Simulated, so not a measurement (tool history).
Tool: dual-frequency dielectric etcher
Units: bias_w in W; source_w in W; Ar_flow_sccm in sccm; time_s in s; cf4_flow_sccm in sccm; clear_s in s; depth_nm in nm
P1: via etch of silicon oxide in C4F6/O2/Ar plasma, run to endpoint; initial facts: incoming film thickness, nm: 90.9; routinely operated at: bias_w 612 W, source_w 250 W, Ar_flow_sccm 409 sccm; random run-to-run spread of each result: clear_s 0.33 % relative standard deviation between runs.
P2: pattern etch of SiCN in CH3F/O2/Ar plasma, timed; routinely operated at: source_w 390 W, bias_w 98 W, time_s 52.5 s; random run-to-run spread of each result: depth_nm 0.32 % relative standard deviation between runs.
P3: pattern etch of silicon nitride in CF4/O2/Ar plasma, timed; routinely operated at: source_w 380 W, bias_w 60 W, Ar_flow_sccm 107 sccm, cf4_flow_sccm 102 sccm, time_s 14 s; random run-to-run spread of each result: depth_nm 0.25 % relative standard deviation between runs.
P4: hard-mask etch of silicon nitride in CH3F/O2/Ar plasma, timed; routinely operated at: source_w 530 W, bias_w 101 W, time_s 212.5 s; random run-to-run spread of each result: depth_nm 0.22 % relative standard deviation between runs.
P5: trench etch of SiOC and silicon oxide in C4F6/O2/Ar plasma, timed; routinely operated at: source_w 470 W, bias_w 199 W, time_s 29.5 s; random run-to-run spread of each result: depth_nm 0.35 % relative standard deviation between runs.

run	hour	process	bias_w	source_w	Ar_flow_sccm	time_s	cf4_flow_sccm	clear_s	depth_nm
1	16.7	P1	612	250	409			22.95	
2	24	P2	98	390		52.5			22.218
3	32.5	P2	98	470		52.5			23.872
4	40.3	P1	612	250	409			22.847	
5	49.5	P3	60	380	148	14	102		22.031
6	62.8	P1	612	250	409			22.814	
7	73	P5	199	590		29.5			70.042
8	87	P5	199	470		29.5			64.258
9	97.9	P1	834	250	288			19.418	
10	107.7	P3	60	380	107	14	102		22.935
11	122	P1	612	250	409			22.843	
12	135.5	P1	612	330	409			20.572	
# hour 139.3: source power generator calibrated
13	152	P2	98	390		77			32.631
14	163.4	P4	101	530		118			99.431
15	177.9	P5	199	470		42			91.609
16	191	P3	60	380	107	18.5	102		30.229
17	204.1	P1	738	250	409			21.13	
18	214	P2	77	390		52.5			20.322
19	221.3	P1	612	250	489			23.205	
20	230.5	P1	612	190	409			25.119	
21	246.4	P4	76	530		212.5			163.29
22	259.8	P4	101	680		212.5			197.85
23	270.4	P3	60	380	107	14	83		22.333
24	279.8	P1	496	250	409			24.844	
25	289.4	P4	101	530		212.5			179.8
26	299.8	P3	74	380	107	14	102		24.848
27	314.3	P3	60	500	107	14	102		28.848
28	324.2	P1	612	250	326			22.399	
29	339.9	P5	238	470		29.5			67.909
30	349.2	P1	612	250	409			22.971	
31	362.3	P1	612	250	409			22.998	
32	370.5	P1	612	250	409			23.136	
33	381.6	P1	612	250	409			23.12	
# hour 385.9: Ar flow controller replaced
34	389.4	P1	612	250	409			23.099	
# hour 392.6: wet clean of the chamber
35	398	P1	612	250	409			23.317	
36	405.4	P1	612	250	409			23.279	
37	418	P1	612	250	409			23.228	

The output of P1 has drifted from where it used to be. Each of the 2 causes below, taken at the size shown beside it, accounts for the log equally well:
A: bias power that arrives under what is set, % = 4.19
B: source power that arrives under what is set, % = 4.51
The drift started at roughly hour 349.2.
Other possible causes, and why each is ruled out:
chamber walls in a state that lowers the etch rate, %: serviced at hour 392.6, after the change had begun; the process did not return to its earlier output
Ar flow that arrives over what is set, %: serviced at hour 385.9, after the change had begun; the process did not return to its earlier output

The check runs listed below each take one wafer, and their results are still question marks. Under which run would the listed causes lead to clearly different results?
check 1	430.6	P5	199	470		29.5			?
check 2	430.6	P3	60	380	107	14	102		?
check 3	430.6	P2	98	390		52.5			?
check 4	430.6	P4	101	530		212.5			?

How each check would come out, cause by cause:
check	result	if A	if B
check 1	depth_nm	63.447	63.175
check 2	depth_nm	22.46	21.95
check 3	depth_nm	21.871	21.85
check 4	depth_nm	176.54	176.22
How far apart the two closest causes lie, in the result that separates them most: check 1 0.43 %; check 2 2.3 %; check 3 0.1 %; check 4 0.18 %
The other checks would show nearly matching results whichever cause is true, so check 2 is the only one that separates the causes.

Check 2 was then run and gave: depth_nm 21.933 nm. Which cause is it?

Of the candidate causes, it is B: source power that arrives under what is set, %.
